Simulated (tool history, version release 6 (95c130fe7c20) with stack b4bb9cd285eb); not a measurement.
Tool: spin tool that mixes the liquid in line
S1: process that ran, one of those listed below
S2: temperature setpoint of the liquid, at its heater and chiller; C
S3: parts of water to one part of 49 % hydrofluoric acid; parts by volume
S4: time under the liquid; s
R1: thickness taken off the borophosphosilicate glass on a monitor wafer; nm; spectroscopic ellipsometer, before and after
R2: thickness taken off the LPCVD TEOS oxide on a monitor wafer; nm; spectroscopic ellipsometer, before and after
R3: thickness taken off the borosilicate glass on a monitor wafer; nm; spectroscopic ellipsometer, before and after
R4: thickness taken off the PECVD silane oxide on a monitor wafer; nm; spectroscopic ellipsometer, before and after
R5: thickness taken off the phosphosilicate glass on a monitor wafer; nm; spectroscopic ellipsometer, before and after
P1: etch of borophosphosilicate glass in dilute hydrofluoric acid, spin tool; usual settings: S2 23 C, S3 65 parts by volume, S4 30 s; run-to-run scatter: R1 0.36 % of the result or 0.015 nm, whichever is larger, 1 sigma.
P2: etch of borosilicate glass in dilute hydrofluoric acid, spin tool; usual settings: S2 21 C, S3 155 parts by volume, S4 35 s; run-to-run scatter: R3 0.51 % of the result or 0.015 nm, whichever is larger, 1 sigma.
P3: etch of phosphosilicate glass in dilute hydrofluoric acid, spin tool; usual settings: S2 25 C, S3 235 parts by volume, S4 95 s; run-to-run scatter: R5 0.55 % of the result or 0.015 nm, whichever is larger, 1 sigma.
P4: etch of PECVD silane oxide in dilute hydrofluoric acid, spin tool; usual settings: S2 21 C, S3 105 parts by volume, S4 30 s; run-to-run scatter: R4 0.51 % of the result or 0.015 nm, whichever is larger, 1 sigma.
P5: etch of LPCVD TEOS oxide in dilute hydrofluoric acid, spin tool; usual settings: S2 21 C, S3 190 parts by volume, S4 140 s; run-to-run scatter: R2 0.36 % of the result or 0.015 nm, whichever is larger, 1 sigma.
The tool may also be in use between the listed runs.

{"run": 1, "hour": 9.5, "S1": "P1", "S2": 23, "S3": 65, "S4": 30, "R1": 18.363}
{"run": 2, "hour": 22.2, "S1": "P5", "S2": 21, "S3": 90, "S4": 140, "R2": 28.292}
{"run": 3, "hour": 36.8, "S1": "P1", "S2": 23, "S3": 65, "S4": 60, "R1": 36.624}
{"run": 4, "hour": 44.0, "S1": "P5", "S2": 21, "S3": 190, "S4": 215, "R2": 18.436}
{"run": 5, "hour": 54.3, "S1": "P5", "S2": 21, "S3": 190, "S4": 140, "R2": 12.065}
{"run": 6, "hour": 63.2, "S1": "P2", "S2": 21, "S3": 155, "S4": 15, "R3": 4.0326}
{"run": 7, "hour": 70.1, "S1": "P2", "S2": 21, "S3": 30, "S4": 35, "R3": 55.89}
{"run": 8, "hour": 84.1, "S1": "P4", "S2": 17, "S3": 105, "S4": 30, "R4": 10.994}
{"run": 9, "hour": 94.7, "S1": "P1", "S2": 17, "S3": 65, "S4": 30, "R1": 14.253}
{"run": 10, "hour": 104.4, "S1": "P5", "S2": 21, "S3": 190, "S4": 140, "R2": 12.17}
{"run": 11, "hour": 115.8, "S1": "P1", "S2": 23, "S3": 110, "S4": 15, "R1": 5.0832}
{"run": 12, "hour": 126.3, "S1": "P1", "S2": 23, "S3": 65, "S4": 30, "R1": 18.311}
{"run": 13, "hour": 136.4, "S1": "P1", "S2": 23, "S3": 25, "S4": 30, "R1": 50.283}
{"run": 14, "hour": 149.0, "S1": "P1", "S2": 23, "S3": 65, "S4": 15, "R1": 9.1972}
{"run": 15, "hour": 160.6, "S1": "P1", "S2": 23, "S3": 65, "S4": 30, "R1": 18.364}
{"run": 16, "hour": 171.4, "S1": "P1", "S2": 23, "S3": 105, "S4": 30, "R1": 10.832}
{"run": 17, "hour": 186.1, "S1": "P1", "S2": 23, "S3": 65, "S4": 30, "R1": 18.354}
{"run": 18, "hour": 200.2, "S1": "P3", "S2": 19.5, "S3": 235, "S4": 95, "R5": 17.522}
{"run": 19, "hour": 210.1, "S1": "P4", "S2": 21, "S3": 45, "S4": 30, "R4": 32.251}
{"run": 20, "hour": 224.5, "S1": "P4", "S2": 21, "S3": 105, "S4": 60, "R4": 25.904}
{"run": 21, "hour": 234.9, "S1": "P3", "S2": 25, "S3": 395, "S4": 95, "R5": 10.842}
{"run": 22, "hour": 243.6, "S1": "P2", "S2": 21, "S3": 155, "S4": 35, "R3": 9.3997}
{"run": 23, "hour": 253.4, "S1": "P1", "S2": 23, "S3": 65, "S4": 30, "R1": 18.235}
{"run": 24, "hour": 263.8, "S1": "P4", "S2": 21, "S3": 105, "S4": 30, "R4": 12.946}
{"run": 25, "hour": 270.4, "S1": "P5", "S2": 25, "S3": 190, "S4": 140, "R2": 14.076}
{"run": 26, "hour": 283.1, "S1": "P3", "S2": 25, "S3": 235, "S4": 95, "R5": 21.509}
{"run": 27, "hour": 290.2, "S1": "P2", "S2": 17, "S3": 155, "S4": 35, "R3": 8.0534}
{"run": 28, "hour": 302.8, "S1": "P3", "S2": 25, "S3": 235, "S4": 20, "R5": 4.5255}
{"run": 29, "hour": 315.7, "S1": "P1", "S2": 23, "S3": 65, "S4": 30, "R1": 18.338}
{"run": 30, "hour": 327.7, "S1": "P1", "S2": 31.5, "S3": 65, "S4": 30, "R1": 25.744}
{"run": 31, "hour": 339.5, "S1": "P2", "S2": 21, "S3": 155, "S4": 35, "R3": 9.3838}
{"run": 32, "hour": 352.5, "S1": "P1", "S2": 23, "S3": 65, "S4": 30, "R1": 18.349}
{"run": 33, "hour": 359.8, "S1": "P1", "S2": 23, "S3": 65, "S4": 30, "R1": 18.711}
{"run": 34, "hour": 370.6, "S1": "P1", "S2": 23, "S3": 65, "S4": 30, "R1": 19.205}
{"run": 35, "hour": 381.3, "S1": "P1", "S2": 23, "S3": 65, "S4": 30, "R1": 19.495}
{"run": 36, "hour": 394.6, "S1": "P1", "S2": 23, "S3": 65, "S4": 30, "R1": 19.848}
{"run": 37, "hour": 404.0, "S1": "P1", "S2": 23, "S3": 65, "S4": 30, "R1": 19.927}
{"run": 38, "hour": 414.6, "S1": "P1", "S2": 23, "S3": 65, "S4": 30, "R1": 20.059}
{"run": 39, "hour": 427.0, "S1": "P1", "S2": 23, "S3": 65, "S4": 30, "R1": 19.945}
{"run": 40, "hour": 436.8, "S1": "P1", "S2": 23, "S3": 65, "S4": 30, "R1": 19.973}
{"run": 41, "hour": 450.6, "S1": "P1", "S2": 23, "S3": 65, "S4": 30, "R1": 20.119}

What P1 gives has crept away from where it was. These 2 causes fit the log equally well, each at the size given:
A: hydrofluoric acid flow above the setpoint (%) = 8.54
B: liquid hotter than its thermometer reads (K) = 2.18
The creep began at about hour 352.5.

4 check runs are offered, each on 2 wafers whose results are averaged, their results left as question marks. Which one tells the causes apart?
{"run": "check 1", "hour": 464.4, "S1": "P3", "S2": 21.5, "S3": 365, "S4": 95, "R5": "?"}
{"run": "check 2", "hour": 464.4, "S1": "P5", "S2": 21, "S3": 105, "S4": 140, "R2": "?"}
{"run": "check 3", "hour": 464.4, "S1": "P2", "S2": 21, "S3": 65, "S4": 35, "R3": "?"}
{"run": "check 4", "hour": 464.4, "S1": "P4", "S2": 21, "S3": 55, "S4": 30, "R4": "?"}

What each check would give under each cause:
check=check_1 result=R5 if_A=11.942 if_B=11.554
check=check_2 result=R2 if_A=26.143 if_B=26.044
check=check_3 result=R3 if_A=27.157 if_B=27.211
check=check_4 result=R4 if_A=28.655 if_B=28.753
How far apart the two closest causes lie, in the result that separates them most: check 1 3.3 %; check 2 0.38 %; check 3 0.2 %; check 4 0.34 %
Only check 1 tells the causes apart: in the others they would give nearly the same result.

Then check 1 was run and gave: R5 11.57 nm. Which cause is it?

It is B: liquid hotter than its thermometer reads (K).
